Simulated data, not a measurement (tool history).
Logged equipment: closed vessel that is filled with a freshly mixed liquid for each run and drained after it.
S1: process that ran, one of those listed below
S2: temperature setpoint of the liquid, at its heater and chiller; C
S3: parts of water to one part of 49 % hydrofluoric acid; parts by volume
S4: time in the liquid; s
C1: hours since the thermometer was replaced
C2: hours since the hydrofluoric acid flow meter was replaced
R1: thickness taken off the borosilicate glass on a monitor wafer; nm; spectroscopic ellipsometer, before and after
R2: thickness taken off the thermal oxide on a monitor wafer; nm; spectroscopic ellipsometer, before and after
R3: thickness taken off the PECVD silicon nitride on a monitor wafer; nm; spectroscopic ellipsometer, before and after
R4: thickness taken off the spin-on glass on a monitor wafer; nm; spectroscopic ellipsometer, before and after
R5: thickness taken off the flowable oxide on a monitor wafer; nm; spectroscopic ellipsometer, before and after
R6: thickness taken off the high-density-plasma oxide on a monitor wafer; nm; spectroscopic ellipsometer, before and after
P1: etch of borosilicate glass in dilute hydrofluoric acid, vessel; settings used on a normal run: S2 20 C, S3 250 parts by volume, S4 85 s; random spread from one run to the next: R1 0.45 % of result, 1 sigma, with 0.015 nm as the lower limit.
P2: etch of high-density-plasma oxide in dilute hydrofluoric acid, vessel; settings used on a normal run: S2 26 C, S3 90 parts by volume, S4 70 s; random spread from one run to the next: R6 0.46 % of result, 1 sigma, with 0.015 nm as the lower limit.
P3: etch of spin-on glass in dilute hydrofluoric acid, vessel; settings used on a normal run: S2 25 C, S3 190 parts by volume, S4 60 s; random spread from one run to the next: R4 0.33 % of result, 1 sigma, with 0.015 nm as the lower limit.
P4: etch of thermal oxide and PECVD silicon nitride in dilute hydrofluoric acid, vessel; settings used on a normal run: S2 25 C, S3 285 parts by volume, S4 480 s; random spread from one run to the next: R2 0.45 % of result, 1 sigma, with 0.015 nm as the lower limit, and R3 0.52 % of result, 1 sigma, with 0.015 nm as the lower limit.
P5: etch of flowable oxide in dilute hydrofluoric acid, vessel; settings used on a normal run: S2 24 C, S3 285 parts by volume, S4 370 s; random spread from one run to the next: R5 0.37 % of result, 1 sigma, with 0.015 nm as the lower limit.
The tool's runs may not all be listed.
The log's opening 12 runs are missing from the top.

run 13 hour=54.3 | S1=P2 S2=26 S3=90 S4=70 | C1=549.6 C2=1049.1 | R6=7.2026
run 14 hour=58.6 | S1=P1 S2=20 S3=250 S4=85 | C1=553.9 C2=1053.4 | R1=11.093
run 15 hour=61.7 | S1=P3 S2=25 S3=190 S4=100 | C1=557 C2=1056.5 | R4=16.632
run 16 hour=65.2 | S1=P1 S2=26.5 S3=250 S4=85 | C1=560.5 C2=1060 | R1=14.1
run 17 hour=69.7 | S1=P2 S2=26 S3=25 S4=70 | C1=565 C2=1064.5 | R6=28.383
run 18 hour=72.6 | S1=P2 S2=29.5 S3=90 S4=70 | C1=567.9 C2=1067.4 | R6=8.2807
run 19 hour=78.4 | S1=P3 S2=29.5 S3=190 S4=60 | C1=573.7 C2=1073.2 | R4=11.734
run 20 hour=82.2 | S1=P1 S2=20 S3=250 S4=30 | C1=577.5 C2=1077 | R1=3.9032
run 21 hour=85.6 | S1=P4 S2=25 S3=285 S4=120 | C1=580.9 C2=1080.4 | R2=1.5337 R3=1.5009
run 22 hour=89.3 | S1=P1 S2=23.5 S3=250 S4=160 | C1=584.6 C2=1084.1 | R1=23.887
run 23 hour=93.9 | S1=P1 S2=17 S3=250 S4=85 | C1=589.2 C2=1088.7 | R1=9.8218
run 24 hour=97.8 | S1=P1 S2=20 S3=250 S4=165 | C1=593.1 C2=1092.6 | R1=21.314
run 25 hour=101 | S1=P1 S2=20 S3=435 S4=85 | C1=596.3 C2=1095.8 | R1=5.4094
run 26 hour=104.1 | S1=P4 S2=20.5 S3=285 S4=480 | C1=599.4 C2=1098.9 | R2=5.2143 R3=4.5116
run 27 hour=108.4 | S1=P1 S2=20 S3=250 S4=85 | C1=603.7 C2=1103.2 | R1=11.102
-- hour=110.2 hydrofluoric acid flow meter replaced
run 28 hour=113.6 | S1=P5 S2=17 S3=285 S4=370 | C1=608.9 C2=3.5 | R5=19.836
run 29 hour=116.3 | S1=P5 S2=24 S3=285 S4=120 | C1=611.6 C2=6.2 | R5=8.3795
run 30 hour=121.6 | S1=P1 S2=20 S3=250 S4=85 | C1=616.9 C2=11.5 | R1=11.12

Forecast run 31:
run 31 hour=126.5 | S1=P1 S2=20 S3=250 S4=85 | C1=621.8 C2=16.4 | R1=?

Logged for run 31: R1 11.127 nm.
